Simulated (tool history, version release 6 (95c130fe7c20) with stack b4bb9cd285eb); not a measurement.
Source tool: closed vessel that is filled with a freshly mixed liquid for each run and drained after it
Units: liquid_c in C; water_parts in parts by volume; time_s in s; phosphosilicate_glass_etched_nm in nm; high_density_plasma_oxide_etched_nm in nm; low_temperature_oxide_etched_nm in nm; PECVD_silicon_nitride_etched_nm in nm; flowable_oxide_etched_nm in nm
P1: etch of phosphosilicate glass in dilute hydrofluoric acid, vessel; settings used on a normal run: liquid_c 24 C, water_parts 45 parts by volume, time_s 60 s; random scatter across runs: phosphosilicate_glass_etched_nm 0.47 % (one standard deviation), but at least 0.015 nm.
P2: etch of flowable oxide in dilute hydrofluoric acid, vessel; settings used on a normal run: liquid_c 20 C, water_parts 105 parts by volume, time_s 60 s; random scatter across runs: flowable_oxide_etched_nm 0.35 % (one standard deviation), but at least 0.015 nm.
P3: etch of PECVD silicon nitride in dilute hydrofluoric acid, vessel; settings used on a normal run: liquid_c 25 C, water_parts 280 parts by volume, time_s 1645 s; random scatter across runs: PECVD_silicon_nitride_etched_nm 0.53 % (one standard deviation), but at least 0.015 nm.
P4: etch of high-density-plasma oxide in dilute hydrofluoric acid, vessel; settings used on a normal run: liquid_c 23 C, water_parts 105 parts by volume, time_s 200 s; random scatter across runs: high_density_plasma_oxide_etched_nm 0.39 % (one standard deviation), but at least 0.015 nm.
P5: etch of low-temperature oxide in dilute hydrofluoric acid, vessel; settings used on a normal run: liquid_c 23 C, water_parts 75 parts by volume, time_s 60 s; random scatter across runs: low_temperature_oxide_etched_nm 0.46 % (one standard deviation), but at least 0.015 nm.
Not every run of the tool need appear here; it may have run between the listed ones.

| run | hour | process | liquid_c | water_parts | time_s | phosphosilicate_glass_etched_nm | high_density_plasma_oxide_etched_nm | low_temperature_oxide_etched_nm | PECVD_silicon_nitride_etched_nm | flowable_oxide_etched_nm |
|---|---|---|---|---|---|---|---|---|---|---|
| 1 | 8.3 | P1 | 24 | 45 | 60 | 99.766 |  |  |  |  |
| 2 | 18.2 | P1 | 24 | 70 | 60 | 61.571 |  |  |  |  |
| 3 | 24.2 | P4 | 17 | 105 | 200 |  | 7.4047 |  |  |  |
| 4 | 34 | P1 | 24 | 45 | 60 | 100.6 |  |  |  |  |
| 5 | 42.9 | P5 | 23 | 75 | 30 |  |  | 6.7984 |  |  |
| 6 | 53.1 | P3 | 25 | 150 | 1645 |  |  |  | 30.525 |  |
| 7 | 59.7 | P3 | 25 | 280 | 2820 |  |  |  | 27.998 |  |
| 8 | 70 | P2 | 20 | 105 | 60 |  |  |  |  | 17.895 |
| 9 | 81 | P1 | 24 | 45 | 30 | 49.681 |  |  |  |  |
| 10 | 88.5 | P1 | 17.5 | 45 | 60 | 75.64 |  |  |  |  |
| 11 | 99.5 | P5 | 23 | 75 | 60 |  |  | 13.487 |  |  |
| 12 | 108.2 | P1 | 20.5 | 45 | 30 | 42.863 |  |  |  |  |
| 13 | 117.1 | P1 | 24 | 45 | 60 | 99.227 |  |  |  |  |
| 14 | 128.1 | P1 | 24 | 45 | 95 | 158 |  |  |  |  |
| 15 | 135.9 | P5 | 28.5 | 75 | 60 |  |  | 16.924 |  |  |
| 16 | 145.6 | P2 | 20 | 105 | 60 |  |  |  |  | 17.885 |
| 17 | 151.4 | P1 | 24 | 20 | 60 | 232.62 |  |  |  |  |
| 18 | 163.5 | P4 | 23 | 145 | 200 |  | 6.592 |  |  |  |
|  | 167.8 | thermometer replaced |
| 19 | 170.7 | P2 | 20 | 40 | 60 |  |  |  |  | 51.103 |
| 20 | 179 | P4 | 23 | 105 | 200 |  | 9.5028 |  |  |  |
| 21 | 185.5 | P5 | 23 | 75 | 60 |  |  | 13.642 |  |  |
| 22 | 193.3 | P3 | 25 | 280 | 1645 |  |  |  | 16.307 |  |
| 23 | 199.4 | P5 | 23 | 20 | 60 |  |  | 54.742 |  |  |
| 24 | 209.9 | P1 | 24 | 45 | 60 | 100.36 |  |  |  |  |
| 25 | 216.2 | P4 | 23 | 105 | 350 |  | 16.643 |  |  |  |
|  | 221.2 | hydrofluoric acid flow meter replaced |
| 26 | 224 | P3 | 18.5 | 280 | 1645 |  |  |  | 10.776 |  |
| 27 | 235.3 | P1 | 32.5 | 45 | 60 | 138.33 |  |  |  |  |
| 28 | 247.3 | P2 | 20 | 105 | 110 |  |  |  |  | 32.762 |
| 29 | 253.6 | P1 | 24 | 45 | 60 | 99.505 |  |  |  |  |
| 30 | 265.1 | P1 | 20.5 | 20 | 60 | 200.49 |  |  |  |  |
| 31 | 270.8 | P2 | 27.5 | 105 | 60 |  |  |  |  | 24.06 |
| 32 | 281.1 | P3 | 25 | 280 | 1645 |  |  |  | 16.196 |  |
| 33 | 289.6 | P1 | 24 | 45 | 60 | 99.25 |  |  |  |  |
| 34 | 296.3 | P1 | 24 | 45 | 60 | 99.729 |  |  |  |  |
| 35 | 308.7 | P1 | 24 | 45 | 60 | 99.83 |  |  |  |  |
| 36 | 319.9 | P1 | 24 | 45 | 60 | 96.645 |  |  |  |  |
| 37 | 327.3 | P1 | 24 | 45 | 60 | 95.395 |  |  |  |  |
| 38 | 334 | P1 | 24 | 45 | 60 | 94.715 |  |  |  |  |

Run 39, settings as shown, results not yet in. Your forecast:
| 39 | 343.6 | P1 | 24 | 45 | 60 | ? |  |  |  |  |

{"run 39": {"phosphosilicate_glass_etched_nm": 93.837}}

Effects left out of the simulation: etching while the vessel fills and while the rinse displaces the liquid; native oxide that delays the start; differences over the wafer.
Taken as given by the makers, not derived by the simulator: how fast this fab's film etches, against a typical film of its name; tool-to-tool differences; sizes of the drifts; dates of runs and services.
